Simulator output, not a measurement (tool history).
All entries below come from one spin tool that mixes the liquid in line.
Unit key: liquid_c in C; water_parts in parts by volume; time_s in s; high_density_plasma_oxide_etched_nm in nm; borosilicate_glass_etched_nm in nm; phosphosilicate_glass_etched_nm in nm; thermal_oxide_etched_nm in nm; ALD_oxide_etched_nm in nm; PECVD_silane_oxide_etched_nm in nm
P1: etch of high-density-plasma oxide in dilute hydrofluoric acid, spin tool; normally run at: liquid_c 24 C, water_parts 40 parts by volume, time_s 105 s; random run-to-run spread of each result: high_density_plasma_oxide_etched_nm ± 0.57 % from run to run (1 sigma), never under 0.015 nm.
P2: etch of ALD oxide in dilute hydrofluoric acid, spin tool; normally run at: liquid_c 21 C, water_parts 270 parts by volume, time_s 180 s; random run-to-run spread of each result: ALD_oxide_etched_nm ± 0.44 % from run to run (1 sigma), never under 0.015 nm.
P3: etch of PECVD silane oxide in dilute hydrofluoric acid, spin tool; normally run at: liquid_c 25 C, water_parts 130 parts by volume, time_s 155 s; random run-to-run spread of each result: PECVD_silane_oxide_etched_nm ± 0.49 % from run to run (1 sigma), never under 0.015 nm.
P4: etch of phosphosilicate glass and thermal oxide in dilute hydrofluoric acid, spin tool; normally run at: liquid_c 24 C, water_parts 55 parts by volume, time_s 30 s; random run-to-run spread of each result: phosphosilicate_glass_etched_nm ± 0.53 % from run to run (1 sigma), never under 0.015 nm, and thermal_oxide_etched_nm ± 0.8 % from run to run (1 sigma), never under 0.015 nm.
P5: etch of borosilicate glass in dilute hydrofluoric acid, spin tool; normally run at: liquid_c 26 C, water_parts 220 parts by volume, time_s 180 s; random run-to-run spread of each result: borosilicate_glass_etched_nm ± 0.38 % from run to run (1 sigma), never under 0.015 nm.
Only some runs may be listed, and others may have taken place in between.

run	hour	process	liquid_c	water_parts	time_s	hours since the thermometer was replaced	hours since the hydrofluoric acid flow meter was replaced	high_density_plasma_oxide_etched_nm	borosilicate_glass_etched_nm	phosphosilicate_glass_etched_nm	thermal_oxide_etched_nm	ALD_oxide_etched_nm	PECVD_silane_oxide_etched_nm
1	6.7	P1	24	40	105	470.1	767.2	19.418					
2	13	P1	19	40	105	476.4	773.5	15.981					
3	18.9	P5	26	350	180	482.3	779.4		15.606				
4	22.5	P1	24	60	105	485.9	783	12.769					
5	28.8	P4	24	55	55	492.2	789.3			73.568	5.4471		
6	33.6	P1	24	40	195	497	794.1	36.186					
7	40.3	P4	24	55	30	503.7	800.8			40.569	2.9834		
8	46	P2	21	65	180	509.4	806.5					53.651	
9	49.3	P5	34	220	180	512.7	809.8		37.132				
10	56.3	P5	26	220	180	519.7	816.8		28.695				
11	61.5	P1	24	40	105	524.9	822	19.813					
12	66.6	P3	25	55	155	530	827.1						71.419
13	69.9	P1	24	40	105	533.3	830.4	19.757					
14	73.3	P5	26	220	180	536.7	833.8		28.281				
15	77.6	P4	24	55	30	541	838.1			40.209	2.9502		
16	85	P3	18.5	130	155	548.4	845.5						21.173
17	89.3	P4	24	20	30	552.7	849.8			115.96	8.5794		
18	92.7	P1	24	40	105	556.1	853.2	19.59					
19	96.3	P1	24	20	105	559.7	856.8	40.318					
20	99.7	P3	25	130	155	563.1	860.2						27.494

Forecast run 21:
21	106.4	P2	28.5	270	180	569.8	866.9					?	

ALD_oxide_etched_nm: 13.687 nm
